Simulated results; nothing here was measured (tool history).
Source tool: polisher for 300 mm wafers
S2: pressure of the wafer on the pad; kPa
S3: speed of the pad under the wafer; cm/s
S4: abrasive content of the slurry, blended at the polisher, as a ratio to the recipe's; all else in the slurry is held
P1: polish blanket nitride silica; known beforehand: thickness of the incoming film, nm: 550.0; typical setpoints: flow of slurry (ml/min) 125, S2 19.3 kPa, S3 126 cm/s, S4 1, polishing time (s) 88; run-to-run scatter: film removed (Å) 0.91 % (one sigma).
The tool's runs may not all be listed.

{"run": 1, "day": 0.375, "flow of slurry (ml/min)": 125, "S2": 19.3, "S3": 126, "S4": 1, "polishing time (s)": 88, "film removed (Å)": 573.08}
{"run": 2, "day": 0.708, "flow of slurry (ml/min)": 125, "S2": 19.3, "S3": 126, "S4": 1, "polishing time (s)": 88, "film removed (Å)": 568.87}
{"run": 3, "day": 1.138, "flow of slurry (ml/min)": 125, "S2": 19.3, "S3": 126, "S4": 1, "polishing time (s)": 125, "film removed (Å)": 807.51}
{"run": 4, "day": 1.496, "flow of slurry (ml/min)": 125, "S2": 19.3, "S3": 126, "S4": 1, "polishing time (s)": 88, "film removed (Å)": 572.34}
{"run": 5, "day": 1.775, "flow of slurry (ml/min)": 125, "S2": 19.3, "S3": 56, "S4": 1, "polishing time (s)": 88, "film removed (Å)": 297.21}
{"run": 6, "day": 2.096, "flow of slurry (ml/min)": 190, "S2": 19.3, "S3": 126, "S4": 1, "polishing time (s)": 88, "film removed (Å)": 601.47}
{"run": 7, "day": 2.492, "flow of slurry (ml/min)": 125, "S2": 19.3, "S3": 126, "S4": 1.35, "polishing time (s)": 88, "film removed (Å)": 641.4}
{"run": 8, "day": 3.0, "flow of slurry (ml/min)": 125, "S2": 19.3, "S3": 126, "S4": 1, "polishing time (s)": 88, "film removed (Å)": 564.33}
{"day": 3.029, "done": "head pressure recalibrated"}
{"run": 9, "day": 3.404, "flow of slurry (ml/min)": 170, "S2": 19.3, "S3": 126, "S4": 1.4, "polishing time (s)": 88, "film removed (Å)": 682.09}
{"run": 10, "day": 3.908, "flow of slurry (ml/min)": 125, "S2": 19.3, "S3": 160, "S4": 1, "polishing time (s)": 88, "film removed (Å)": 679.77}
{"day": 3.958, "done": "worn pad replaced by a new one"}
{"run": 11, "day": 4.162, "flow of slurry (ml/min)": 125, "S2": 19.3, "S3": 126, "S4": 0.55, "polishing time (s)": 88, "film removed (Å)": 415.76}
{"day": 4.183, "done": "conditioning disc replaced and pad reconditioned"}
{"run": 12, "day": 4.658, "flow of slurry (ml/min)": 125, "S2": 29, "S3": 126, "S4": 1, "polishing time (s)": 88, "film removed (Å)": 859.31}
{"run": 13, "day": 5.133, "flow of slurry (ml/min)": 75, "S2": 19.3, "S3": 126, "S4": 1, "polishing time (s)": 88, "film removed (Å)": 497.94}
{"run": 14, "day": 5.542, "flow of slurry (ml/min)": 125, "S2": 19.3, "S3": 126, "S4": 1, "polishing time (s)": 88, "film removed (Å)": 576.15}
{"run": 15, "day": 5.946, "flow of slurry (ml/min)": 125, "S2": 9, "S3": 126, "S4": 1, "polishing time (s)": 88, "film removed (Å)": 264.45}
{"run": 16, "day": 6.483, "flow of slurry (ml/min)": 125, "S2": 19.3, "S3": 126, "S4": 1, "polishing time (s)": 54, "film removed (Å)": 352.95}
{"run": 17, "day": 6.754, "flow of slurry (ml/min)": 125, "S2": 19.3, "S3": 126, "S4": 1, "polishing time (s)": 88, "film removed (Å)": 578.19}
{"run": 18, "day": 7.2, "flow of slurry (ml/min)": 125, "S2": 19.3, "S3": 126, "S4": 1, "polishing time (s)": 88, "film removed (Å)": 568.19}
{"run": 19, "day": 7.471, "flow of slurry (ml/min)": 125, "S2": 19.3, "S3": 126, "S4": 1, "polishing time (s)": 88, "film removed (Å)": 560.96}
{"run": 20, "day": 7.808, "flow of slurry (ml/min)": 125, "S2": 19.3, "S3": 126, "S4": 1, "polishing time (s)": 88, "film removed (Å)": 547.25}
{"run": 21, "day": 8.362, "flow of slurry (ml/min)": 125, "S2": 19.3, "S3": 126, "S4": 1, "polishing time (s)": 88, "film removed (Å)": 527.88}
{"day": 8.621, "done": "head pressure recalibrated"}
{"day": 8.667, "done": "conditioning disc replaced and pad reconditioned"}
{"run": 22, "day": 8.692, "flow of slurry (ml/min)": 125, "S2": 19.3, "S3": 126, "S4": 1, "polishing time (s)": 88, "film removed (Å)": 514.46}
{"run": 23, "day": 8.954, "flow of slurry (ml/min)": 125, "S2": 19.3, "S3": 126, "S4": 1, "polishing time (s)": 88, "film removed (Å)": 501.13}
{"day": 9.117, "done": "worn pad replaced by a new one"}
{"run": 24, "day": 9.458, "flow of slurry (ml/min)": 125, "S2": 19.3, "S3": 126, "S4": 1, "polishing time (s)": 88, "film removed (Å)": 494.09}
{"run": 25, "day": 9.854, "flow of slurry (ml/min)": 125, "S2": 19.3, "S3": 126, "S4": 1, "polishing time (s)": 88, "film removed (Å)": 495.07}

What P1 gives has crept away from where it was. These 2 causes fit the log equally well, each at the size given:
A: slurry flow missing at the pad, % = 39.4
B: abrasive missing from the slurry, % = 23.3
The process output started creeping at around day 7.471.
Why every other cause is out:
removal rate lost through wear of the pad, %: maintenance at day 9.117, after the shift began, did not return the process to its former output
head's pressure below its setpoint, %: maintenance at day 8.621, after the shift began, did not return the process to its former output
time polished since the conditioner stopped cutting, s: maintenance at day 8.667, after the shift began, did not return the process to its former output

The list below offers 4 check runs, each averaging the results of 5 wafers, and shows each result as a question mark. For which of them would the listed causes give clearly different results?
{"run": "check 1", "day": 10.25, "flow of slurry (ml/min)": 180, "S2": 19.3, "S3": 126, "S4": 1, "polishing time (s)": 63, "film removed (Å)": "?"}
{"run": "check 2", "day": 10.25, "flow of slurry (ml/min)": 125, "S2": 27.6, "S3": 126, "S4": 1, "polishing time (s)": 88, "film removed (Å)": "?"}
{"run": "check 3", "day": 10.25, "flow of slurry (ml/min)": 125, "S2": 19.3, "S3": 58, "S4": 1, "polishing time (s)": 88, "film removed (Å)": "?"}
{"run": "check 4", "day": 10.25, "flow of slurry (ml/min)": 125, "S2": 9, "S3": 126, "S4": 1, "polishing time (s)": 88, "film removed (Å)": "?"}

Outcome of each check run for each possible cause:
check=check_1 result=film_removed_(Å) if_A=394.59 if_B=380.59
check=check_2 result=film_removed_(Å) if_A=712.76 if_B=712.72
check=check_3 result=film_removed_(Å) if_A=268.22 if_B=268.2
check=check_4 result=film_removed_(Å) if_A=231.65 if_B=231.63
Per check, the gap between the least separated pair of causes, taken in the result that splits them most: check 1 3.61 %; check 2 0.01 %; check 3 0.01 %; check 4 0.01 %
Of the check runs offered, only check 1 discriminates between the causes; the rest would read about the same regardless of which cause applies.

Here is what check 1 returned: film removed (Å) 394.28. Which cause is it?

It was cause A: slurry flow missing at the pad, %.

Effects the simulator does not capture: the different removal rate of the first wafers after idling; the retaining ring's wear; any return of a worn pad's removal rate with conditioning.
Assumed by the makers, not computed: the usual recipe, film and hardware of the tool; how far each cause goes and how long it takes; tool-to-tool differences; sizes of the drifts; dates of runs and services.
